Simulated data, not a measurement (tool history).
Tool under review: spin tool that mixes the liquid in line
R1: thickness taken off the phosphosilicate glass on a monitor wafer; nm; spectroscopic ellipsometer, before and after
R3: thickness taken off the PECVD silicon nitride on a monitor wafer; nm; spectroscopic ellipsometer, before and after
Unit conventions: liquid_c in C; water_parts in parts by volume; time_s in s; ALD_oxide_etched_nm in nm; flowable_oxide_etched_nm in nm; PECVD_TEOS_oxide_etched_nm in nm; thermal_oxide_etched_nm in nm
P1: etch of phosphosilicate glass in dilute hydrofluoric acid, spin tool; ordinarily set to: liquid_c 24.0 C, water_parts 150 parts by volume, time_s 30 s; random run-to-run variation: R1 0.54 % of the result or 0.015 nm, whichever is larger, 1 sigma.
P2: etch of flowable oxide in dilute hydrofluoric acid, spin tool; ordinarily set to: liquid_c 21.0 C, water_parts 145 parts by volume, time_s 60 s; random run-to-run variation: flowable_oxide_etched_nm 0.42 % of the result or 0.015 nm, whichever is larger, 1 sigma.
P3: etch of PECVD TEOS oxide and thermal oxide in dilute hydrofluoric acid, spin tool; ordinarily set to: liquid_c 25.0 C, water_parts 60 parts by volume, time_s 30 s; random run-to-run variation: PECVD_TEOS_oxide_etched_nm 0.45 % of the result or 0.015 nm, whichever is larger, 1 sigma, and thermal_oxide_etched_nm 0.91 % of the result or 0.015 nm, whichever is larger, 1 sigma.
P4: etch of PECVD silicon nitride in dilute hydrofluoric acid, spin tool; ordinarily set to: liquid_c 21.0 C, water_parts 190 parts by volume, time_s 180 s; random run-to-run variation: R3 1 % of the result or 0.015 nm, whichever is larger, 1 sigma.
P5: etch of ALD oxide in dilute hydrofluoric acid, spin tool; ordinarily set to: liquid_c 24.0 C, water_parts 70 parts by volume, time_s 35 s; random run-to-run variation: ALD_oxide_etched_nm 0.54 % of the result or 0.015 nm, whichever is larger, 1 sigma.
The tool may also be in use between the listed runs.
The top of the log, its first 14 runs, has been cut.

run 15 hour=187.3 | process=P2 liquid_c=17.0 water_parts=145 time_s=60 | flowable_oxide_etched_nm=8.9962
run 16 hour=201.9 | process=P4 liquid_c=21.0 water_parts=190 time_s=180 | R3=2.6425
run 17 hour=218.7 | process=P1 liquid_c=24.0 water_parts=150 time_s=15 | R1=8.6983
run 18 hour=227.1 | process=P1 liquid_c=19.0 water_parts=150 time_s=30 | R1=14.2310
run 19 hour=240.3 | process=P2 liquid_c=21.0 water_parts=245 time_s=60 | flowable_oxide_etched_nm=5.6511
run 20 hour=250.5 | process=P3 liquid_c=25.0 water_parts=60 time_s=30 | PECVD_TEOS_oxide_etched_nm=9.3256 thermal_oxide_etched_nm=2.5032
run 21 hour=260.3 | process=P1 liquid_c=28.5 water_parts=150 time_s=45 | R1=30.7580
run 22 hour=269.7 | process=P1 liquid_c=18.5 water_parts=150 time_s=15 | R1=6.9866
run 23 hour=287.7 | process=P5 liquid_c=31.5 water_parts=70 time_s=35 | ALD_oxide_etched_nm=20.102

For run 24, what comes out?
run 24 hour=300.2 | process=P1 liquid_c=24.0 water_parts=150 time_s=30 | R1=?

{"run 24": {"R1": 17.22}}

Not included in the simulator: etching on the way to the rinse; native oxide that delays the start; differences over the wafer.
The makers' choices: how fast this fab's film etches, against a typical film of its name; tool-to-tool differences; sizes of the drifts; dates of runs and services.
